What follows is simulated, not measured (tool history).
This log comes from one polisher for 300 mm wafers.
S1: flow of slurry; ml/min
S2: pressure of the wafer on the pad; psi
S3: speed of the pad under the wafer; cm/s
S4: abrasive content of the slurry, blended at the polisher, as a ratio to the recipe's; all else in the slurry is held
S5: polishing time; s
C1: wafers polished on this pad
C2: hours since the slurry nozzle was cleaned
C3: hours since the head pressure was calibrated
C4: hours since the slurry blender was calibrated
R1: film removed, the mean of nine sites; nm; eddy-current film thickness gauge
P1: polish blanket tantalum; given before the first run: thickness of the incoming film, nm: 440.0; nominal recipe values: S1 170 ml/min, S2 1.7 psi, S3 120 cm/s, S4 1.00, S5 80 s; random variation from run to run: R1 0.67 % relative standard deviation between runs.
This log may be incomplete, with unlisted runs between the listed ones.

run   hour   S1   S2   S3    S4   S5    C1     C2     C3     C4       R1
  1    2.6  170  1.7  120  1.00   80   342  100.1  490.2  198.8  156.360
  2    7.5  170  1.7  120  1.00   36   393  105.0  495.1  203.7   70.936
  3   12.9  170  2.6  120  1.00   80   450  110.4  500.5  209.1  240.960
  4   16.1  170  1.7  120  1.00   80   483  113.6  503.7  212.3  158.310
  5   19.7  260  1.7  120  1.00   80   521  117.2  507.3  215.9  165.440
  6   23.0  100  1.7  120  1.45   80   555  120.5  510.6  219.2  154.510
  7   28.5  170  1.7  120  1.00   80   613  126.0  516.1  224.7  155.340
  8   32.0  170  1.7  120  1.00  126   649  129.5  519.6  228.2  247.000
  9   36.5  100  1.7  120  1.00   80   696  134.0  524.1  232.7  141.930
 10   40.0  170  1.7   72  1.00   80   733  137.5  527.6  236.2   94.534
 11   45.8  170  1.7  120  1.00   80   794  143.3  533.4  242.0  157.110
 12   49.9  170  1.7  120  1.00   80   837  147.4  537.5  246.1  157.220
 13   55.6  170  1.7  120  1.00   80   896  153.1  543.2  251.8  158.150
 14   61.1  105  1.7  120  1.00   37   954  158.6  548.7  257.3   66.012
 15   66.3  170  1.7  120  0.55   80  1008  163.8  553.9  262.5  126.310
      66.8  -- slurry nozzle cleaned
 16   69.4  170  2.5  120  0.60   80  1040    2.7  557.0  265.6  193.660
 17   73.6  170  1.7  186  1.00   80  1084    6.9  561.2  269.8  240.590
 18   78.5  170  1.7  120  1.25   80  1136   11.8  566.1  274.7  167.170
 19   81.5  170  1.1  120  1.00   80  1167   14.8  569.1  277.7  100.570
 20   86.0  170  1.7  120  1.00   80  1214   19.3  573.6  282.2  157.310
 21   88.8  170  1.7  120  1.00   80  1243   22.1  576.4  285.0  154.690
 22   93.1  170  1.7  120  1.00   80  1288   26.4  580.7  289.3  149.100
 23   96.9  170  1.7  120  1.00   80  1328   30.2  584.5  293.1  144.450
 24   99.6  170  1.7  120  1.00   80  1356   32.9  587.2  295.8  143.060
 25  104.4  170  1.7  120  1.00   80  1406   37.7  592.0  300.6  144.000
     106.2  -- worn pad replaced by a new one
 26  109.2  170  1.7  120  1.00   80    31   42.5  596.8  305.4  143.280
 27  112.2  170  1.7  120  1.00   80    63   45.5  599.8  308.4  141.120
 28  117.6  170  1.7  120  1.00   80   119   50.9  605.2  313.8  141.990

P1 no longer gives what it gave before; its output has crept away from where it was. The following 3 causes, each at its listed size, fit the log equally well:
A: head's pressure below its setpoint, % = 9.3
B: slurry flow missing at the pad, % = 39.2
C: abrasive missing from the slurry, % = 26.4
The drift started at roughly hour 86.0.
Each remaining cause and why it is not a fit:
removal rate lost through wear of the pad, %: serviced at hour 106.2, after the change had begun; the process did not return to its earlier output

Consider the 4 check runs below, whose results appear as question marks and each of which averages 3 wafers. Which one distinguishes the causes, in that each cause would give it a clearly different result?
check 1  123.0  100  1.7  120  1.00  40                   ?
check 2  123.0  255  1.7  120  0.65  80                   ?
check 3  123.0  170  2.3  120  1.15  80                   ?
check 4  123.0  170  1.1  120  1.00  80                   ?

If the cause were each of the candidates in turn, the checks would give the following:
  check  result     if A     if B     if C
check 1      R1   63.902   60.306   63.905
check 2      R1  129.700  133.730  125.810
check 3      R1  199.630  199.640  201.450
check 4      R1   91.917   91.923   91.922
Separation of the two closest causes in each check, using whichever result separates them best: check 1 0 %; check 2 3.05 %; check 3 0.01 %; check 4 0 %
Check 2 distinguishes between the causes, while the remaining checks would return nearly the same result for all of them.

Then check 2 was run and gave: R1 125.590 nm. Which cause is it?

C is the cause: abrasive missing from the slurry, %.

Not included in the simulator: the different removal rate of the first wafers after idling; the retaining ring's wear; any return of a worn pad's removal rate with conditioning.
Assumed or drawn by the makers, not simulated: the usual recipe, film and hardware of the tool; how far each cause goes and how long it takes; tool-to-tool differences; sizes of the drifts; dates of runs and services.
